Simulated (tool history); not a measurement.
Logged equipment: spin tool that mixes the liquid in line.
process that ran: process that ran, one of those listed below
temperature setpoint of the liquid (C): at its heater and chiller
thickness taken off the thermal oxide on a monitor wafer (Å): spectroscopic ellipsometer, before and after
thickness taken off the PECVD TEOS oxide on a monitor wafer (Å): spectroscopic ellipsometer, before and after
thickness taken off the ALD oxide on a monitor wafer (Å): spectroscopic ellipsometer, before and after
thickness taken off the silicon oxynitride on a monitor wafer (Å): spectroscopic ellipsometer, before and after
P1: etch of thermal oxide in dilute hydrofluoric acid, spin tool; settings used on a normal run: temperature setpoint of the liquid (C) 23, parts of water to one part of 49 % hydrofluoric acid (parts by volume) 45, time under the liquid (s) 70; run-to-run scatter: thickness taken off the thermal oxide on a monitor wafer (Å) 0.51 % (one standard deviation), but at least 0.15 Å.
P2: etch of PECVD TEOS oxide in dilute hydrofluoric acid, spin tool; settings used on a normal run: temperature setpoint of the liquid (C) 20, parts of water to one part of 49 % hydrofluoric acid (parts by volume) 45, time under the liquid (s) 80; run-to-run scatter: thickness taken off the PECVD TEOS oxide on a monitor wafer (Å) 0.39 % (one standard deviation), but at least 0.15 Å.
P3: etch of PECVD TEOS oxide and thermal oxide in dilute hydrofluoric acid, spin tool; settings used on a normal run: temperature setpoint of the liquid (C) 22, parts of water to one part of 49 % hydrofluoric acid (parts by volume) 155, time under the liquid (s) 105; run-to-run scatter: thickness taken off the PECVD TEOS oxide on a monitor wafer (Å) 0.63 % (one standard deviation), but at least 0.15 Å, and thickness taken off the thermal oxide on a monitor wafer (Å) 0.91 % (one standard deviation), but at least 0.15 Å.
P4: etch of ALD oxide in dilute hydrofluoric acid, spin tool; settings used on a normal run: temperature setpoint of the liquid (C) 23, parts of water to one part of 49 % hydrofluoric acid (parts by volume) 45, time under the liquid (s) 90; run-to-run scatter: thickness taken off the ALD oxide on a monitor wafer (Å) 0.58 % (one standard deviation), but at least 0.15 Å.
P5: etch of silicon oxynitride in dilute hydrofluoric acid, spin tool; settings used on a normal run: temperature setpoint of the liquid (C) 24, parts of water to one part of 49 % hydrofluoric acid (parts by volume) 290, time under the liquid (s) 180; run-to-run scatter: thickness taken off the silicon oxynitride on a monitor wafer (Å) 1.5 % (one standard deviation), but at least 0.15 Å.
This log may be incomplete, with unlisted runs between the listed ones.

| run | day | process that ran | temperature setpoint of the liquid (C) | parts of water to one part of 49 % hydrofluoric acid (parts by volume) | time under the liquid (s) | hours since the thermometer was replaced | hours since the hydrofluoric acid flow meter was replaced | thickness taken off the thermal oxide on a monitor wafer (Å) | thickness taken off the PECVD TEOS oxide on a monitor wafer (Å) | thickness taken off the ALD oxide on a monitor wafer (Å) | thickness taken off the silicon oxynitride on a monitor wafer (Å) |
|---|---|---|---|---|---|---|---|---|---|---|---|
| 1 | 0.442 | P1 | 23 | 45 | 70 | 436.9 | 258.9 | 72.374 |  |  |  |
| 2 | 0.971 | P2 | 20 | 45 | 135 | 449.6 | 271.6 |  | 267.45 |  |  |
| 3 | 1.312 | P4 | 23 | 45 | 20 | 457.8 | 279.8 |  |  | 127.76 |  |
| 4 | 1.575 | P5 | 24 | 290 | 355 | 464.1 | 286.1 |  |  |  | 31.286 |
| 5 | 1.929 | P2 | 24.5 | 45 | 80 | 472.6 | 294.6 |  | 190.15 |  |  |
| 6 | 2.329 | P1 | 23 | 45 | 70 | 482.2 | 304.2 | 71.659 |  |  |  |
| 7 | 2.808 | P3 | 22 | 155 | 35 | 493.7 | 315.7 | 9.2759 | 16.973 |  |  |
| 8 | 3.25 | P4 | 31.5 | 45 | 90 | 504.3 | 326.3 |  |  | 804.19 |  |
| 9 | 3.812 | P1 | 23 | 20 | 70 | 517.8 | 339.8 | 166.42 |  |  |  |
| 10 | 4.346 | P4 | 23 | 45 | 90 | 530.6 | 352.6 |  |  | 569.51 |  |
| 11 | 4.771 | P5 | 24 | 290 | 180 | 540.8 | 362.8 |  |  |  | 15.867 |
| 12 | 5.196 | P1 | 23 | 60 | 70 | 551 | 373 | 52.566 |  |  |  |
| 13 | 5.7 | P1 | 23 | 45 | 70 | 563.1 | 385.1 | 71.531 |  |  |  |
| 14 | 5.975 | P4 | 23 | 75 | 90 | 569.7 | 391.7 |  |  | 328.15 |  |
| 15 | 6.521 | P3 | 26 | 155 | 105 | 582.8 | 404.8 | 31.657 | 59.041 |  |  |
| 16 | 6.971 | P1 | 23 | 45 | 120 | 593.6 | 415.6 | 123.31 |  |  |  |
| 17 | 7.329 | P1 | 23 | 45 | 20 | 602.2 | 424.2 | 20.538 |  |  |  |
| 18 | 7.667 | P3 | 22 | 285 | 105 | 610.3 | 432.3 | 13.043 | 24.167 |  |  |
| 19 | 8.075 | P1 | 27 | 45 | 105 | 620.1 | 442.1 | 126.45 |  |  |  |
| 20 | 8.446 | P1 | 17 | 45 | 70 | 629 | 451 | 55.323 |  |  |  |
| 21 | 8.975 | P1 | 23 | 45 | 70 | 641.7 | 463.7 | 71.273 |  |  |  |
| 22 | 9.471 | P4 | 23 | 45 | 90 | 653.6 | 475.6 |  |  | 570.19 |  |
| 23 | 9.896 | P5 | 29.5 | 290 | 180 | 663.8 | 485.8 |  |  |  | 19.631 |
| 24 | 10.312 | P3 | 22 | 155 | 105 | 673.8 | 495.8 | 27.522 | 50.606 |  |  |
| 25 | 10.65 | P3 | 22 | 155 | 105 | 681.9 | 503.9 | 27.744 | 50.923 |  |  |
| 26 | 10.975 | P2 | 20 | 65 | 80 | 689.7 | 511.7 |  | 107.06 |  |  |
| 27 | 11.483 | P2 | 20 | 45 | 80 | 701.9 | 523.9 |  | 157.79 |  |  |
| 28 | 11.908 | P1 | 23 | 45 | 70 | 712.1 | 534.1 | 71.393 |  |  |  |
| 29 | 12.429 | P5 | 24 | 70 | 180 | 724.6 | 546.6 |  |  |  | 78.814 |
| 30 | 12.929 | P1 | 29.5 | 45 | 70 | 736.6 | 558.6 | 94.364 |  |  |  |

Run 31 comes next. What will it give?
| 31 | 13.329 | P1 | 23 | 45 | 70 | 746.2 | 568.2 | ? |  |  |  |

{"run 31": {"thickness taken off the thermal oxide on a monitor wafer (Å)": 71.704}}
